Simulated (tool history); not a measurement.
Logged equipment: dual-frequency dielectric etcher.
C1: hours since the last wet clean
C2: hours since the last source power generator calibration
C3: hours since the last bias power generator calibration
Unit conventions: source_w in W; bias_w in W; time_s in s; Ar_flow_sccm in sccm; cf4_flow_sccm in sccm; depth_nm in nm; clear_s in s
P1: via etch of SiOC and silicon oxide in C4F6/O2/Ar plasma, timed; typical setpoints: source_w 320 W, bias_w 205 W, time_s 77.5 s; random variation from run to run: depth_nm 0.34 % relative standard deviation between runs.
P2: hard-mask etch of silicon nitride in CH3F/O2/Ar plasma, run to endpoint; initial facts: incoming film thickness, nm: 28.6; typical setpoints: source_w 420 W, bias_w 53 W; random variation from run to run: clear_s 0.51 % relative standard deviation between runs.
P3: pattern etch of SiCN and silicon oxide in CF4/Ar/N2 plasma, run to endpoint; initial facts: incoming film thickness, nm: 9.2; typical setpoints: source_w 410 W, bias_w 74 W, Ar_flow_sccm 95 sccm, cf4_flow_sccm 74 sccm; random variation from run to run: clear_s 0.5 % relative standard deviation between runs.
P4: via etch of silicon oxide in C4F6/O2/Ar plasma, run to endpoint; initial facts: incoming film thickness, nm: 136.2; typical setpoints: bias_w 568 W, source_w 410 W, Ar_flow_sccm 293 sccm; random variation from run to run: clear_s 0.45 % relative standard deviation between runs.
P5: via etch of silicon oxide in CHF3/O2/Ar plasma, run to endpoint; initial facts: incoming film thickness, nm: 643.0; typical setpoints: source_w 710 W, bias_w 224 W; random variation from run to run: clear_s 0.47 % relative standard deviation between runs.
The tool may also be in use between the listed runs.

Run 1, hour 3.5: process P1, source_w 320 W, bias_w 205 W, time_s 77.5 s; C1 77.6; C2 805.5; C3 1389.6. Result: depth_nm 83.946 nm.
Run 2, hour 7.6: process P4, source_w 410 W, bias_w 381 W, Ar_flow_sccm 293 sccm; C1 81.7; C2 809.6; C3 1393.7. Result: clear_s 33.087 s.
Run 3, hour 11.6: process P5, source_w 710 W, bias_w 142 W; C1 85.7; C2 813.6; C3 1397.7. Result: clear_s 332.450 s.
Run 4, hour 16.9: process P1, source_w 320 W, bias_w 205 W, time_s 104.5 s; C1 91.0; C2 818.9; C3 1403.0. Result: depth_nm 113.050 nm.
Run 5, hour 22.5: process P3, source_w 410 W, bias_w 74 W, Ar_flow_sccm 95 sccm, cf4_flow_sccm 74 sccm; C1 96.6; C2 824.5; C3 1408.6. Result: clear_s 11.657 s.
Run 6, hour 25.8: process P1, source_w 440 W, bias_w 205 W, time_s 77.5 s; C1 99.9; C2 827.8; C3 1411.9. Result: depth_nm 95.545 nm.
Run 7, hour 30.8: process P4, source_w 580 W, bias_w 568 W, Ar_flow_sccm 293 sccm; C1 104.9; C2 832.8; C3 1416.9. Result: clear_s 24.942 s.
Run 8, hour 35.4: process P1, source_w 320 W, bias_w 205 W, time_s 49.5 s; C1 109.5; C2 837.4; C3 1421.5. Result: depth_nm 53.997 nm.
Run 9, hour 39.9: process P1, source_w 320 W, bias_w 205 W, time_s 77.5 s; C1 114.0; C2 841.9; C3 1426.0. Result: depth_nm 84.701 nm.
Run 10, hour 45.0: process P3, source_w 410 W, bias_w 92 W, Ar_flow_sccm 95 sccm, cf4_flow_sccm 74 sccm; C1 119.1; C2 847.0; C3 1431.1. Result: clear_s 10.583 s.
Run 11, hour 47.8: process P1, source_w 320 W, bias_w 205 W, time_s 77.5 s; C1 121.9; C2 849.8; C3 1433.9. Result: depth_nm 84.084 nm.
Run 12, hour 51.0: process P1, source_w 320 W, bias_w 152 W, time_s 77.5 s; C1 125.1; C2 853.0; C3 1437.1. Result: depth_nm 76.473 nm.
Run 13, hour 55.5: process P5, source_w 710 W, bias_w 224 W; C1 129.6; C2 857.5; C3 1441.6. Result: clear_s 287.260 s.
Run 14, hour 59.7: process P3, source_w 410 W, bias_w 74 W, Ar_flow_sccm 95 sccm, cf4_flow_sccm 51 sccm; C1 133.8; C2 861.7; C3 1445.8. Result: clear_s 12.158 s.
Run 15, hour 62.8: process P5, source_w 710 W, bias_w 224 W; C1 136.9; C2 864.8; C3 1448.9. Result: clear_s 287.730 s.
Run 16, hour 67.6: process P1, source_w 320 W, bias_w 205 W, time_s 77.5 s; C1 141.7; C2 869.6; C3 1453.7. Result: depth_nm 84.223 nm.
Run 17, hour 71.0: process P2, source_w 580 W, bias_w 53 W; C1 145.1; C2 873.0; C3 1457.1. Result: clear_s 40.539 s.
Run 18, hour 76.3: process P2, source_w 420 W, bias_w 53 W; C1 150.4; C2 878.3; C3 1462.4. Result: clear_s 45.979 s.
Run 19, hour 79.2: process P2, source_w 420 W, bias_w 37 W; C1 153.3; C2 881.2; C3 1465.3. Result: clear_s 50.826 s.
Run 20, hour 85.0: process P3, source_w 410 W, bias_w 74 W, Ar_flow_sccm 95 sccm, cf4_flow_sccm 74 sccm; C1 159.1; C2 887.0; C3 1471.1. Result: clear_s 11.500 s.
Run 21, hour 90.7: process P1, source_w 220 W, bias_w 205 W, time_s 77.5 s; C1 164.8; C2 892.7; C3 1476.8. Result: depth_nm 73.022 nm.
Run 22, hour 95.2: process P3, source_w 410 W, bias_w 74 W, Ar_flow_sccm 132 sccm, cf4_flow_sccm 74 sccm; C1 169.3; C2 897.2; C3 1481.3. Result: clear_s 12.102 s.
Run 23, hour 98.6: process P1, source_w 320 W, bias_w 290 W, time_s 77.5 s; C1 172.7; C2 900.6; C3 1484.7. Result: depth_nm 94.918 nm.
Run 24, hour 101.9: process P5, source_w 920 W, bias_w 224 W; C1 176.0; C2 903.9; C3 1488.0. Result: clear_s 258.770 s.
Run 25, hour 105.1: process P3, source_w 320 W, bias_w 74 W, Ar_flow_sccm 95 sccm, cf4_flow_sccm 74 sccm; C1 179.2; C2 907.1; C3 1491.2. Result: clear_s 14.338 s.
Run 26, hour 108.4: process P1, source_w 200 W, bias_w 156 W, time_s 77.5 s; C1 182.5; C2 910.4; C3 1494.5. Result: depth_nm 64.440 nm.
Run 27, hour 112.7: process P1, source_w 320 W, bias_w 205 W, time_s 77.5 s; C1 186.8; C2 914.7; C3 1498.8. Result: depth_nm 84.352 nm.
Run 28, hour 115.6: process P4, source_w 410 W, bias_w 568 W, Ar_flow_sccm 179 sccm; C1 189.7; C2 917.6; C3 1501.7. Result: clear_s 26.869 s.
Run 29, hour 118.5: process P4, source_w 410 W, bias_w 568 W, Ar_flow_sccm 293 sccm; C1 192.6; C2 920.5; C3 1504.6. Result: clear_s 28.245 s.
Run 30, hour 121.1: process P4, source_w 410 W, bias_w 568 W, Ar_flow_sccm 293 sccm; C1 195.2; C2 923.1; C3 1507.2. Result: clear_s 28.168 s.
Run 31, hour 124.0: process P1, source_w 320 W, bias_w 205 W, time_s 77.5 s; C1 198.1; C2 926.0; C3 1510.1. Result: depth_nm 84.278 nm.
Run 32, hour 129.1: process P1, source_w 320 W, bias_w 205 W, time_s 77.5 s; C1 203.2; C2 931.1; C3 1515.2. Result: depth_nm 83.613 nm.
Run 33, hour 132.1: process P1, source_w 320 W, bias_w 205 W, time_s 77.5 s; C1 206.2; C2 934.1; C3 1518.2. Result: depth_nm 83.885 nm.
Run 34, hour 136.8: process P1, source_w 320 W, bias_w 205 W, time_s 77.5 s; C1 210.9; C2 938.8; C3 1522.9. Result: depth_nm 83.632 nm.
Run 35, hour 140.8: process P1, source_w 320 W, bias_w 205 W, time_s 77.5 s; C1 214.9; C2 942.8; C3 1526.9. Result: depth_nm 83.418 nm.
Run 36, hour 144.0: process P1, source_w 320 W, bias_w 205 W, time_s 77.5 s; C1 218.1; C2 946.0; C3 1530.1. Result: depth_nm 83.210 nm.
At hour 144.5: wet clean of the chamber.
Run 37, hour 146.6: process P1, source_w 320 W, bias_w 205 W, time_s 77.5 s; C1 2.1; C2 948.6; C3 1532.7. Result: depth_nm 83.076 nm.
Run 38, hour 149.6: process P1, source_w 320 W, bias_w 205 W, time_s 77.5 s; C1 5.1; C2 951.6; C3 1535.7. Result: depth_nm 82.940 nm.
Run 39, hour 155.2: process P1, source_w 320 W, bias_w 205 W, time_s 77.5 s; C1 10.7; C2 957.2; C3 1541.3. Result: depth_nm 83.107 nm.
Run 40, hour 160.0: process P1, source_w 320 W, bias_w 205 W, time_s 77.5 s; C1 15.5; C2 962.0; C3 1546.1. Result: depth_nm 83.193 nm.
Run 41, hour 165.8: process P1, source_w 320 W, bias_w 205 W, time_s 77.5 s; C1 21.3; C2 967.8; C3 1551.9. Result: depth_nm 83.404 nm.

P1 has crept away from where it was. The log is fitted equally well by each of these 2 causes, at the sizes shown:
A: bias power that arrives under what is set, % = 4.93
B: source power that arrives under what is set, % = 4.32
The drift started at roughly hour 124.0.
Every other cause this tool's parts could produce, and why it does not fit the log:
chamber walls in a state that lowers the etch rate, %: its service at hour 144.5 followed the start of the drift and did not put the process back to its old value

Which of the 4 check runs listed below, each an average over 3 wafers with its results shown as question marks, gives clearly different results under the different listed causes?
Run check 1, hour 171.6: process P5, source_w 830 W, bias_w 153 W. Result: clear_s ?.
Run check 2, hour 171.6: process P2, source_w 550 W, bias_w 38 W. Result: clear_s ?.
Run check 3, hour 171.6: process P4, source_w 560 W, bias_w 568 W, Ar_flow_sccm 249 sccm. Result: clear_s ?.
Run check 4, hour 171.6: process P3, source_w 410 W, bias_w 85 W, Ar_flow_sccm 130 sccm, cf4_flow_sccm 74 sccm. Result: clear_s ?.

Outcome of each check run for each possible cause:
  check   result     if A     if B
check 1  clear_s  311.380  311.770
check 2  clear_s   46.054   46.229
check 3  clear_s   25.415   25.349
check 4  clear_s   11.685   11.926
Distance between the nearest two causes, measured in the result of the check that separates them most: check 1 0.12 %; check 2 0.38 %; check 3 0.26 %; check 4 2.04 %
Only check 4 tells the causes apart: in the others they would give nearly the same result.

After running check 4, the following was obtained: clear_s 11.893 s. Which cause does this point to?

It was cause B: source power that arrives under what is set, %.
